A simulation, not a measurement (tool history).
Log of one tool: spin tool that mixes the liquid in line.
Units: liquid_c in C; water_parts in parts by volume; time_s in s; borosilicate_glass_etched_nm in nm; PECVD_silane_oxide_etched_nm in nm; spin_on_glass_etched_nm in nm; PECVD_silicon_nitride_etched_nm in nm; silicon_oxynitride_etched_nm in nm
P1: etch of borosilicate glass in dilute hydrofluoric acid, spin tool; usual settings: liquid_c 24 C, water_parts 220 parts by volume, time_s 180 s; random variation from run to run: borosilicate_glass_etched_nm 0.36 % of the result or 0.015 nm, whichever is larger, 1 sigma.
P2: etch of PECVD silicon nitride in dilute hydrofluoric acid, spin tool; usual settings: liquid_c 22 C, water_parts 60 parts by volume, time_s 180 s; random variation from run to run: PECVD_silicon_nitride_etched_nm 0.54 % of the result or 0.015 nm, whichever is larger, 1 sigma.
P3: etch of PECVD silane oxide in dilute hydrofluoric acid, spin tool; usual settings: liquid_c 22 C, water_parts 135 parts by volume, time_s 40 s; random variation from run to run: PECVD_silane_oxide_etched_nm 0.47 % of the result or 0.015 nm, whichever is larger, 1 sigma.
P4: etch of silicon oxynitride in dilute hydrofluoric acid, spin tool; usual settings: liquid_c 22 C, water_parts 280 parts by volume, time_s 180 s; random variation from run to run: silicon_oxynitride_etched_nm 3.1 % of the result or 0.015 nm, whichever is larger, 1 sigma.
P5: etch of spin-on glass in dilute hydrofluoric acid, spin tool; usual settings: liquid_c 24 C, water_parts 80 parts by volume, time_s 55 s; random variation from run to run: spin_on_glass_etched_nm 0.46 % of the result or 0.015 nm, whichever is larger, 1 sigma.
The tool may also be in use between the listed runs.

run,hour,process,liquid_c,water_parts,time_s,hours since the thermometer was replaced,hours since the hydrofluoric acid flow meter was replaced,borosilicate_glass_etched_nm,PECVD_silane_oxide_etched_nm,spin_on_glass_etched_nm,PECVD_silicon_nitride_etched_nm,silicon_oxynitride_etched_nm
1,7.7,P1,24,220,180,347.9,607.4,21.423,,,,
2,16.7,P1,24,220,180,356.9,616.4,21.57,,,,
3,27.3,P3,26,135,40,367.5,627,,7.7505,,,
4,35.6,P1,24,220,180,375.8,635.3,21.501,,,,
5,43.2,P5,31.5,80,55,383.4,642.9,,,27.461,,
6,54.3,P1,24,75,180,394.5,654,74.34,,,,
7,62.5,P1,17,220,180,402.7,662.2,16.437,,,,
8,75,P2,29,60,180,415.2,674.7,,,,11.935,
9,86.3,P2,22,60,325,426.5,686,,,,13.466,
10,94.6,P4,22,280,180,434.8,694.3,,,,,0.77476
11,106.8,P3,22,190,40,447,706.5,,4.4296,,,
12,114.4,P4,29.5,280,180,454.6,714.1,,,,,1.0277
13,121.3,P1,24,220,40,461.5,721,4.7761,,,,
# hour 131.7: thermometer replaced
14,133.2,P5,24,80,55,1.6,732.9,,,20.435,,
15,138.9,P3,22,135,40,7.3,738.6,,6.5212,,,
16,147.8,P3,22,135,40,16.2,747.5,,6.5623,,,
17,158.7,P5,24,80,55,27.1,758.4,,,20.468,,
18,168.2,P2,22,60,180,36.6,767.9,,,,7.5189,
19,175.6,P2,22,60,180,44,775.3,,,,7.4031,
20,186.1,P4,22,280,60,54.5,785.8,,,,,0.24242
21,194.4,P4,22,420,180,62.8,794.1,,,,,0.4747
22,204.2,P1,29,220,180,72.6,803.9,25.578,,,,
23,210.9,P1,24,330,180,79.3,810.6,12.884,,,,
24,223.2,P5,24,80,15,91.6,822.9,,,5.5614,,
25,231.5,P1,24,220,180,99.9,831.2,21.261,,,,
26,238.1,P4,22,280,180,106.5,837.8,,,,,0.76874
27,249.2,P1,24,220,360,117.6,848.9,42.849,,,,
28,256.7,P1,18.5,220,310,125.1,856.4,29.883,,,,
29,262.6,P5,24,135,55,131,862.3,,,11.29,,
30,269.5,P2,22,100,180,137.9,869.2,,,,4.5134,
31,279.8,P1,24,220,180,148.2,879.5,21.346,,,,
32,286,P3,22,135,70,154.4,885.7,,11.418,,,
33,297.3,P1,24,220,180,165.7,897,21.367,,,,
34,305.6,P1,24,220,180,174,905.3,20.812,,,,
35,311.9,P1,24,220,180,180.3,911.6,20.465,,,,
36,320,P1,24,220,180,188.4,919.7,20.206,,,,
37,328.5,P1,24,220,180,196.9,928.2,20.086,,,,
38,336.3,P1,24,220,180,204.7,936,20.004,,,,
39,343.8,P1,24,220,180,212.2,943.5,19.759,,,,
40,350.4,P1,24,220,180,218.8,950.1,19.803,,,,
41,357.7,P1,24,220,180,226.1,957.4,19.665,,,,
42,363.6,P1,24,220,180,232,963.3,19.622,,,,
43,373.5,P1,24,220,180,241.9,973.2,19.605,,,,
44,380.9,P1,24,220,180,249.3,980.6,19.692,,,,

What P1 gives has crept away from where it was. These 2 causes fit the log equally well, each at the size given:
A: hydrofluoric acid flow below the setpoint (%) = 6.99
B: liquid colder than its thermometer reads (K) = 2.43
The creep began at about hour 297.3.

4 check runs are offered, one wafer each, their results left as question marks. Which one tells the causes apart?
check 1,388.3,P5,24,105,15,,,,,?,,
check 2,388.3,P2,28.5,60,290,,,,,,?,
check 3,388.3,P4,26.5,280,180,,,,,,,?
check 4,388.3,P3,25.5,135,40,,,,?,,,

What each check would give under each cause:
check,result,if A,if B
check 1,spin_on_glass_etched_nm,3.8007,3.7441
check 2,PECVD_silicon_nitride_etched_nm,17.3,15.855
check 3,silicon_oxynitride_etched_nm,0.84273,0.83064
check 4,PECVD_silane_oxide_etched_nm,6.9168,6.8552
How far apart the two closest causes lie, in the result that separates them most: check 1 1.5 %; check 2 8.72 %; check 3 1.45 %; check 4 0.89 %
Check 2 tells the causes apart: in the others they would give nearly the same result.

Then check 2 was run and gave: PECVD_silicon_nitride_etched_nm 17.22 nm. Which cause is it?

It is A: hydrofluoric acid flow below the setpoint (%).
